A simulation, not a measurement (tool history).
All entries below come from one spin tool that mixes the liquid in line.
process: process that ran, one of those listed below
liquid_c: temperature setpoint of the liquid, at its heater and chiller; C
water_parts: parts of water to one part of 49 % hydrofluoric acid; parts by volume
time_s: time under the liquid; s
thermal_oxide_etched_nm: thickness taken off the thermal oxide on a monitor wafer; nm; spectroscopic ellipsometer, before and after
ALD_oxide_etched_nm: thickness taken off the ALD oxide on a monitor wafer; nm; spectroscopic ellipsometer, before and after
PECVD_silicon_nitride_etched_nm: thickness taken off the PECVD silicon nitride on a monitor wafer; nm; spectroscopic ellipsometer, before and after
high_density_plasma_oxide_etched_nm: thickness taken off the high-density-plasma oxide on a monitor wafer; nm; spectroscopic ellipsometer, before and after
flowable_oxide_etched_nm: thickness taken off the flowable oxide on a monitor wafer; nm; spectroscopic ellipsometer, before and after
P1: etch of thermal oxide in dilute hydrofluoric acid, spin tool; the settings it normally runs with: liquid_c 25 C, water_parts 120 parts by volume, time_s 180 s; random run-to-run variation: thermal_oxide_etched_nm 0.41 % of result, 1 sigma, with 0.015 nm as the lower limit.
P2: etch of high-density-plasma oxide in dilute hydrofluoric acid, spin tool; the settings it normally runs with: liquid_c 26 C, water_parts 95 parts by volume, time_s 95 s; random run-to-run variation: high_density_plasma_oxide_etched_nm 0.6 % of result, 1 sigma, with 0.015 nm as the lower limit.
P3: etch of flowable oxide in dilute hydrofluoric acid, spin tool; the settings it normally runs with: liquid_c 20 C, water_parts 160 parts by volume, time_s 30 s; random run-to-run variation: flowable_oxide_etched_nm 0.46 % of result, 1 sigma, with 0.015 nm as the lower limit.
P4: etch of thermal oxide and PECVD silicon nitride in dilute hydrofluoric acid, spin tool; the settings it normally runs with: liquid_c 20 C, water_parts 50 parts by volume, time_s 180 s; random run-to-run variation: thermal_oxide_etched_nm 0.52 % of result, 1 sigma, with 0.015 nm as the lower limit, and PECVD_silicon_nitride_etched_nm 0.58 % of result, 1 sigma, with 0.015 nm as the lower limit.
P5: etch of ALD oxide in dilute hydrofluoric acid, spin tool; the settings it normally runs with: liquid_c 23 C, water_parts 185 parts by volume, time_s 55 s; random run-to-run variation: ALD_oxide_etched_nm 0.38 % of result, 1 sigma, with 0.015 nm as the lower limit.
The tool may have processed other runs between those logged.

run   hour  process  liquid_c  water_parts  time_s  hours since the thermometer was replaced  hours since the hydrofluoric acid flow meter was replaced  thermal_oxide_etched_nm  ALD_oxide_etched_nm  PECVD_silicon_nitride_etched_nm  high_density_plasma_oxide_etched_nm  flowable_oxide_etched_nm
  1   16.8       P1        25          120     180                                     423.7                                                      439.5                   7.3745
  2   25.5       P1        25           35     180                                     432.4                                                      448.2                   28.258
  3   33.1       P5        28          185      55                                       440                                                      455.8                                        7.5753
  4   45.9       P1        30          120     180                                     452.8                                                      468.6                   8.9414
  5   56.9       P4        20           90     180                                     463.8                                                      479.6                   8.2347                                                2.8451
  6   72.2       P4        20           50     180                                     479.1                                                      494.9                   15.464                                                5.0427
  7   80.8       P2        18           95      95                                     487.7                                                      503.5                                                                                                              4.2933
      84.9  -- hydrofluoric acid flow meter replaced
  8   95.2       P1        25          120     180                                     502.1                                                       10.3                   7.4294
  9  112.2       P2        26           95      95                                     519.1                                                       27.3                                                                                                              5.8973
 10  126.2       P5        23          185      55                                     533.1                                                       41.3                                        6.3482
 11  142.3       P1        25          215     290                                     549.2                                                       57.4                   5.9094
 12  158.9       P3        17          160      30                                     565.8                                                         74                                                                                                                                         6.422
 13    174       P2        26           95      15                                     580.9                                                       89.1                                                                                                             0.92865
 14  183.5       P1        25          200     180                                     590.4                                                       98.6                   4.0484
 15  197.5       P3        20          160      30                                     604.4                                                      112.6                                                                                                                                        7.3366
 16  210.6       P4        20           50     305                                     617.5                                                      125.7                   25.986                                                8.5017
 17  220.3       P1        25          120     180                                     627.2                                                      135.4                   7.3445
 18  236.3       P4        20           50     180                                     643.2                                                      151.4                    15.23                                                5.0064
 19  250.1       P1        25          190     110                                       657                                                      165.2                   2.6178
 20  262.8       P5        23          185     105                                     669.7                                                      177.9                                        12.072
 21  273.9       P1        25          120     180                                     680.8                                                        189                   7.3616
 22  286.3       P1        25          120     180                                     693.2                                                      201.4                   7.3873
     287.3  -- thermometer replaced
 23  303.7       P3        20          160      50                                      16.5                                                      218.8                                                                                                                                        12.086
 24  318.7       P5        23          320      55                                      31.5                                                      233.8                                        3.2141
 25  332.4       P1      20.5          120     180                                      45.2                                                      247.5                   6.1562
 26    340       P1        25          120      20                                      52.8                                                      255.1                  0.80528
 27  357.4       P1        25          120     355                                      70.2                                                      272.5                   14.507
 28  374.4       P3        20          295      30                                      87.2                                                      289.5                                                                                                                                        3.4788
 29  390.3       P2        26           95      95                                     103.1                                                      305.4                                                                                                              5.9636
 30  406.1       P1        31          120      55                                     118.9                                                      321.2                   2.8349
 31  414.3       P3        20          160      30                                     127.1                                                      329.4                                                                                                                                        7.3095
 32  428.8       P4        17           50     180                                     141.6                                                      343.9                   13.563                                                4.0744
 33  441.7       P2        26          135      95                                     154.5                                                      356.8                                                                                                              3.8937
 34  456.3       P1        25          120     180                                     169.1                                                      371.4                   7.3574
 35  472.5       P1        25          120     180                                     185.3                                                      387.6                   7.1701
 36  486.3       P1        25          120     180                                     199.1                                                      401.4                   7.0633
 37  495.6       P1        25          120     180                                     208.4                                                      410.7                   6.9425
 38  512.1       P1        25          120     180                                     224.9                                                      427.2                   6.9284
 39  522.2       P1        25          120     180                                       235                                                      437.3                   6.8632
 40  539.5       P1        25          120     180                                     252.3                                                      454.6                   6.8446
 41  550.4       P1        25          120     180                                     263.2                                                      465.5                   6.8023
 42    567       P1        25          120     180                                     279.8                                                      482.1                   6.8334
 43  581.1       P1        25          120     180                                     293.9                                                      496.2                   6.8236
 44  590.7       P1        25          120     180                                     303.5                                                      505.8                   6.8085

The log shows P1 creeping away from where it was. Any of the 2 causes listed here, at the size stated for it, fits the log just as well as the others:
A: hydrofluoric acid flow below the setpoint (%) = 6.65
B: liquid colder than its thermometer reads (K) = 2.03
The creep began at about hour 456.3.

Which of the 4 check runs listed below separates the causes, so that each cause would produce a clearly different result? Each run uses one wafer, and its results are marked with question marks.
check 1  600.3       P4        17           50     180                                                                                                                             ?                                                     ?
check 2  600.3       P5        23          185     105                                                                                                                                                  ?
check 3  600.3       P3        17          285      30                                                                                                                                                                                                                                                  ?
check 4  600.3       P2        26          130      35                                                                                                                                                                                                                        ?

Predicted outcomes, by check and by cause:
  check                               result    if A    if B
check 1              thermal_oxide_etched_nm  12.604  12.401
check 1      PECVD_silicon_nitride_etched_nm  3.8013  3.5135
check 2                  ALD_oxide_etched_nm  11.119  11.179
check 3             flowable_oxide_etched_nm  2.9841  3.0063
check 4  high_density_plasma_oxide_etched_nm  1.4001  1.4032
Separation of the two closest causes in each check, using whichever result separates them best: check 1 7.87 %; check 2 0.54 %; check 3 0.74 %; check 4 0.22 %
Check 1 tells the causes apart: in the others they would give nearly the same result.

Here is what check 1 returned: thermal_oxide_etched_nm 12.544 nm; PECVD_silicon_nitride_etched_nm 3.7848 nm. Which cause is it?

Of the candidate causes, it is A: hydrofluoric acid flow below the setpoint (%).

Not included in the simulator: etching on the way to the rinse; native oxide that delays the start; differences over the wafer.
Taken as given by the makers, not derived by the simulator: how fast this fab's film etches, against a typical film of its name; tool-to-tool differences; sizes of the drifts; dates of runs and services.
